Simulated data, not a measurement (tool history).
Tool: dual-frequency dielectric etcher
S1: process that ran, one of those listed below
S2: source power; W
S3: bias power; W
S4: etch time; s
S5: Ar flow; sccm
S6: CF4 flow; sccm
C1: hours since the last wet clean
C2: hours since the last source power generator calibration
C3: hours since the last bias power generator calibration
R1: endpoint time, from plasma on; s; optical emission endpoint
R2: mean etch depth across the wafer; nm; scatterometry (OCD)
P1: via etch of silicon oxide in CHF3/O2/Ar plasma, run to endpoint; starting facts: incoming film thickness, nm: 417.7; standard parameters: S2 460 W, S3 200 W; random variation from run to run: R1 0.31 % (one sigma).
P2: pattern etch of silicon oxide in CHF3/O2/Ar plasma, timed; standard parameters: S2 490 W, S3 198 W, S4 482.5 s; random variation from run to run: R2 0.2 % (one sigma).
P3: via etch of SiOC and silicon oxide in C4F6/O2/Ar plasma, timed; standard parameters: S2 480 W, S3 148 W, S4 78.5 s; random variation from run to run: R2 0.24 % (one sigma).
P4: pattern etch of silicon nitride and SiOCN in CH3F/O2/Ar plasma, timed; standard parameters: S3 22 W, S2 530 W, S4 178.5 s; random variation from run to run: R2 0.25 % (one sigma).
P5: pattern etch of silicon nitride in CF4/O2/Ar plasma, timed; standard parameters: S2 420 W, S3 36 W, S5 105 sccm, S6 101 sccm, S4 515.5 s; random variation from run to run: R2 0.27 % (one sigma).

{"run": 1, "hour": 3.7, "S1": "P1", "S2": 460, "S3": 200, "C1": 333.6, "C2": 2117.0, "C3": 1443.4, "R1": 225.05}
{"run": 2, "hour": 10.0, "S1": "P3", "S2": 480, "S3": 148, "S4": 118.0, "C1": 339.9, "C2": 2123.3, "C3": 1449.7, "R2": 134.09}
{"run": 3, "hour": 14.4, "S1": "P5", "S2": 420, "S3": 36, "S4": 515.5, "S5": 69, "S6": 101, "C1": 344.3, "C2": 2127.7, "C3": 1454.1, "R2": 773.57}
{"run": 4, "hour": 21.5, "S1": "P1", "S2": 550, "S3": 245, "C1": 351.4, "C2": 2134.8, "C3": 1461.2, "R1": 196.7}
{"run": 5, "hour": 26.0, "S1": "P4", "S2": 630, "S3": 22, "S4": 178.5, "C1": 355.9, "C2": 2139.3, "C3": 1465.7, "R2": 26.521}
{"run": 6, "hour": 32.5, "S1": "P1", "S2": 460, "S3": 200, "C1": 362.4, "C2": 2145.8, "C3": 1472.2, "R1": 225.18}
{"run": 7, "hour": 37.7, "S1": "P1", "S2": 320, "S3": 200, "C1": 367.6, "C2": 2151.0, "C3": 1477.4, "R1": 260.26}
{"run": 8, "hour": 41.0, "S1": "P1", "S2": 460, "S3": 200, "C1": 370.9, "C2": 2154.3, "C3": 1480.7, "R1": 224.81}
{"run": 9, "hour": 47.9, "S1": "P1", "S2": 290, "S3": 142, "C1": 377.8, "C2": 2161.2, "C3": 1487.6, "R1": 303.97}
{"run": 10, "hour": 52.3, "S1": "P2", "S2": 580, "S3": 198, "S4": 482.5, "C1": 382.2, "C2": 2165.6, "C3": 1492.0, "R2": 950.98}
{"run": 11, "hour": 58.6, "S1": "P3", "S2": 290, "S3": 148, "S4": 78.5, "C1": 388.5, "C2": 2171.9, "C3": 1498.3, "R2": 72.995}
{"run": 12, "hour": 63.5, "S1": "P4", "S2": 530, "S3": 15, "S4": 178.5, "C1": 393.4, "C2": 2176.8, "C3": 1503.2, "R2": 21.423}
{"run": 13, "hour": 70.3, "S1": "P1", "S2": 460, "S3": 200, "C1": 400.2, "C2": 2183.6, "C3": 1510.0, "R1": 225.81}
{"run": 14, "hour": 76.7, "S1": "P5", "S2": 420, "S3": 36, "S4": 515.5, "S5": 105, "S6": 65, "C1": 406.6, "C2": 2190.0, "C3": 1516.4, "R2": 685.75}
{"run": 15, "hour": 81.7, "S1": "P5", "S2": 350, "S3": 36, "S4": 515.5, "S5": 105, "S6": 101, "C1": 411.6, "C2": 2195.0, "C3": 1521.4, "R2": 625.56}
{"run": 16, "hour": 86.2, "S1": "P5", "S2": 420, "S3": 36, "S4": 711.0, "S5": 105, "S6": 101, "C1": 416.1, "C2": 2199.5, "C3": 1525.9, "R2": 1008.7}
{"run": 17, "hour": 91.6, "S1": "P1", "S2": 560, "S3": 252, "C1": 421.5, "C2": 2204.9, "C3": 1531.3, "R1": 193.24}
{"run": 18, "hour": 96.9, "S1": "P3", "S2": 480, "S3": 148, "S4": 78.5, "C1": 426.8, "C2": 2210.2, "C3": 1536.6, "R2": 88.937}
{"run": 19, "hour": 102.2, "S1": "P3", "S2": 480, "S3": 103, "S4": 78.5, "C1": 432.1, "C2": 2215.5, "C3": 1541.9, "R2": 80.108}
{"run": 20, "hour": 107.4, "S1": "P4", "S2": 530, "S3": 22, "S4": 250.5, "C1": 437.3, "C2": 2220.7, "C3": 1547.1, "R2": 35.114}
{"run": 21, "hour": 113.1, "S1": "P2", "S2": 490, "S3": 198, "S4": 482.5, "C1": 443.0, "C2": 2226.4, "C3": 1552.8, "R2": 895.08}
{"run": 22, "hour": 120.0, "S1": "P1", "S2": 460, "S3": 157, "C1": 449.9, "C2": 2233.3, "C3": 1559.7, "R1": 245.55}
{"run": 23, "hour": 125.6, "S1": "P1", "S2": 460, "S3": 266, "C1": 455.5, "C2": 2238.9, "C3": 1565.3, "R1": 203.26}
{"run": 24, "hour": 132.8, "S1": "P3", "S2": 480, "S3": 148, "S4": 78.5, "C1": 462.7, "C2": 2246.1, "C3": 1572.5, "R2": 88.711}
{"run": 25, "hour": 139.8, "S1": "P2", "S2": 490, "S3": 198, "S4": 701.0, "C1": 469.7, "C2": 2253.1, "C3": 1579.5, "R2": 1299.6}
{"run": 26, "hour": 144.6, "S1": "P1", "S2": 460, "S3": 200, "C1": 474.5, "C2": 2257.9, "C3": 1584.3, "R1": 224.43}
{"run": 27, "hour": 148.7, "S1": "P5", "S2": 420, "S3": 36, "S4": 515.5, "S5": 105, "S6": 101, "C1": 478.6, "C2": 2262.0, "C3": 1588.4, "R2": 736.18}
{"run": 28, "hour": 154.8, "S1": "P5", "S2": 420, "S3": 47, "S4": 515.5, "S5": 105, "S6": 101, "C1": 484.7, "C2": 2268.1, "C3": 1594.5, "R2": 807.14}
{"run": 29, "hour": 160.2, "S1": "P1", "S2": 460, "S3": 200, "C1": 490.1, "C2": 2273.5, "C3": 1599.9, "R1": 226.14}
{"run": 30, "hour": 167.4, "S1": "P4", "S2": 530, "S3": 22, "S4": 178.5, "C1": 497.3, "C2": 2280.7, "C3": 1607.1, "R2": 25.045}
{"run": 31, "hour": 171.3, "S1": "P1", "S2": 560, "S3": 200, "C1": 501.2, "C2": 2284.6, "C3": 1611.0, "R1": 208.99}
{"run": 32, "hour": 178.2, "S1": "P2", "S2": 490, "S3": 157, "S4": 482.5, "C1": 508.1, "C2": 2291.5, "C3": 1617.9, "R2": 826.66}
{"run": 33, "hour": 185.2, "S1": "P1", "S2": 460, "S3": 200, "C1": 515.1, "C2": 2298.5, "C3": 1624.9, "R1": 225.42}
{"run": 34, "hour": 191.2, "S1": "P1", "S2": 460, "S3": 200, "C1": 521.1, "C2": 2304.5, "C3": 1630.9, "R1": 227.02}
{"run": 35, "hour": 198.3, "S1": "P1", "S2": 460, "S3": 200, "C1": 528.2, "C2": 2311.6, "C3": 1638.0, "R1": 227.69}
{"run": 36, "hour": 202.1, "S1": "P1", "S2": 460, "S3": 200, "C1": 532.0, "C2": 2315.4, "C3": 1641.8, "R1": 227.26}
{"run": 37, "hour": 205.5, "S1": "P1", "S2": 460, "S3": 200, "C1": 535.4, "C2": 2318.8, "C3": 1645.2, "R1": 228.61}
{"run": 38, "hour": 212.8, "S1": "P1", "S2": 460, "S3": 200, "C1": 542.7, "C2": 2326.1, "C3": 1652.5, "R1": 228.36}
{"hour": 215.7, "done": "wet clean of the chamber"}
{"run": 39, "hour": 218.2, "S1": "P1", "S2": 460, "S3": 200, "C1": 2.6, "C2": 2331.5, "C3": 1657.9, "R1": 230.11}
{"run": 40, "hour": 224.9, "S1": "P1", "S2": 460, "S3": 200, "C1": 9.3, "C2": 2338.2, "C3": 1664.6, "R1": 229.33}
{"run": 41, "hour": 230.4, "S1": "P1", "S2": 460, "S3": 200, "C1": 14.8, "C2": 2343.7, "C3": 1670.1, "R1": 229.22}
{"run": 42, "hour": 236.3, "S1": "P1", "S2": 460, "S3": 200, "C1": 20.7, "C2": 2349.6, "C3": 1676.0, "R1": 228.29}
{"run": 43, "hour": 240.2, "S1": "P1", "S2": 460, "S3": 200, "C1": 24.6, "C2": 2353.5, "C3": 1679.9, "R1": 229.29}

Compared with where it was, what P1 gives has crept away. Each cause listed below fits the log as well as the rest, at the size given for it:
A: source power that arrives under what is set, % = 4.51
B: bias power that arrives under what is set, % = 4.89
At approximately hour 185.2, the process output began to creep.
All other causes, with the reason each is excluded:
chamber walls in a state that lowers the etch rate, %: serviced after onset, at hour 215.7, with no recovery of the prior output

Which of the 4 check runs listed below separates the causes, so that each cause would produce a clearly different result? Each run uses one wafer, and its results are marked with question marks.
{"run": "check 1", "hour": 244.1, "S1": "P3", "S2": 480, "S3": 148, "S4": 78.5, "R2": "?"}
{"run": "check 2", "hour": 244.1, "S1": "P2", "S2": 490, "S3": 198, "S4": 482.5, "R2": "?"}
{"run": "check 3", "hour": 244.1, "S1": "P5", "S2": 420, "S3": 36, "S4": 515.5, "S5": 105, "S6": 101, "R2": "?"}
{"run": "check 4", "hour": 244.1, "S1": "P4", "S2": 530, "S3": 22, "S4": 178.5, "R2": "?"}

How each check would come out, cause by cause:
check=check_1 result=R2 if_A=87.374 if_B=87.637
check=check_2 result=R2 if_A=878.130 if_B=878.260
check=check_3 result=R2 if_A=703.050 if_B=719.290
check=check_4 result=R2 if_A=24.618 if_B=24.481
Separation of the two closest causes in each check, using whichever result separates them best: check 1 0.3 %; check 2 0.01 %; check 3 2.28 %; check 4 0.56 %
The causes can be told apart only by check 3. The other checks would give nearly the same results under each of them.

The results of check 3 are: R2 720.130 nm. Based on these, which of the listed causes is it?

It is B: bias power that arrives under what is set, %.
